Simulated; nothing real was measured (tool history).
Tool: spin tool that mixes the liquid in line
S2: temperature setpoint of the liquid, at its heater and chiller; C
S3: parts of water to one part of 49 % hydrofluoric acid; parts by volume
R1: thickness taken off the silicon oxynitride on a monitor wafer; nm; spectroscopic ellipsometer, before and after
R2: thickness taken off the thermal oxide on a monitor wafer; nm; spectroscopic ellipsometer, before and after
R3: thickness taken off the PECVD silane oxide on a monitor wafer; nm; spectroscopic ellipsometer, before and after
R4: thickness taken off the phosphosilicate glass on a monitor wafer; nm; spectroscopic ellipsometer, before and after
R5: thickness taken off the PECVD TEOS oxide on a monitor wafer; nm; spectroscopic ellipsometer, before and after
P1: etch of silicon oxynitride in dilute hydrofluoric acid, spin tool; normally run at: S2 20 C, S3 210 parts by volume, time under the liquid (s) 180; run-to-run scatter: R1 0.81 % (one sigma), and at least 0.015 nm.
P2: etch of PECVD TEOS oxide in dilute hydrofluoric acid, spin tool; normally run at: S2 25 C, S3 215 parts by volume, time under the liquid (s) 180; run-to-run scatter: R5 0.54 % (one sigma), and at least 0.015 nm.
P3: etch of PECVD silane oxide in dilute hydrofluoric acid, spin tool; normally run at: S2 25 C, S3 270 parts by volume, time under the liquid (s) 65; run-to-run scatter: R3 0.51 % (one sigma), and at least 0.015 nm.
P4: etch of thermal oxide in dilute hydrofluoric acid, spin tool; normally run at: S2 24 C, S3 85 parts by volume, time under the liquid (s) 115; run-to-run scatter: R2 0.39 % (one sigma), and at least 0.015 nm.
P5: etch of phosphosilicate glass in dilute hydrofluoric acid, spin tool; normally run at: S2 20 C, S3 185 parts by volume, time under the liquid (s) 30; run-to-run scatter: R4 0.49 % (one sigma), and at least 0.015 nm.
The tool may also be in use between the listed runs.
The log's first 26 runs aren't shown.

{"run": 27, "hour": 340.7, "process that ran": "P4", "S2": 24, "S3": 130, "time under the liquid (s)": 115, "R2": 3.9772}
{"run": 28, "hour": 357.8, "process that ran": "P2", "S2": 25, "S3": 215, "time under the liquid (s)": 180, "R5": 12.481}
{"run": 29, "hour": 367.4, "process that ran": "P1", "S2": 20, "S3": 305, "time under the liquid (s)": 180, "R1": 2.0106}
{"run": 30, "hour": 380.0, "process that ran": "P1", "S2": 17, "S3": 210, "time under the liquid (s)": 180, "R1": 2.7326}
{"run": 31, "hour": 391.0, "process that ran": "P5", "S2": 17, "S3": 185, "time under the liquid (s)": 30, "R4": 9.8398}
{"run": 32, "hour": 400.4, "process that ran": "P1", "S2": 20, "S3": 210, "time under the liquid (s)": 180, "R1": 3.1713}
{"run": 33, "hour": 410.2, "process that ran": "P1", "S2": 20, "S3": 210, "time under the liquid (s)": 180, "R1": 3.1859}
{"run": 34, "hour": 420.7, "process that ran": "P1", "S2": 20, "S3": 210, "time under the liquid (s)": 180, "R1": 3.205}
{"run": 35, "hour": 437.9, "process that ran": "P1", "S2": 20, "S3": 210, "time under the liquid (s)": 180, "R1": 3.2258}
{"run": 36, "hour": 447.3, "process that ran": "P1", "S2": 20, "S3": 210, "time under the liquid (s)": 180, "R1": 3.2568}
{"run": 37, "hour": 463.0, "process that ran": "P1", "S2": 20, "S3": 210, "time under the liquid (s)": 180, "R1": 3.317}
{"run": 38, "hour": 479.1, "process that ran": "P1", "S2": 20, "S3": 210, "time under the liquid (s)": 180, "R1": 3.4113}
{"run": 39, "hour": 497.3, "process that ran": "P1", "S2": 20, "S3": 210, "time under the liquid (s)": 180, "R1": 3.3701}
{"run": 40, "hour": 507.6, "process that ran": "P1", "S2": 20, "S3": 210, "time under the liquid (s)": 180, "R1": 3.3606}

Run 41 comes next. What will it give?
{"run": 41, "hour": 521.5, "process that ran": "P1", "S2": 20, "S3": 210, "time under the liquid (s)": 180, "R1": "?"}

{"run 41": {"R1": 3.4243}}

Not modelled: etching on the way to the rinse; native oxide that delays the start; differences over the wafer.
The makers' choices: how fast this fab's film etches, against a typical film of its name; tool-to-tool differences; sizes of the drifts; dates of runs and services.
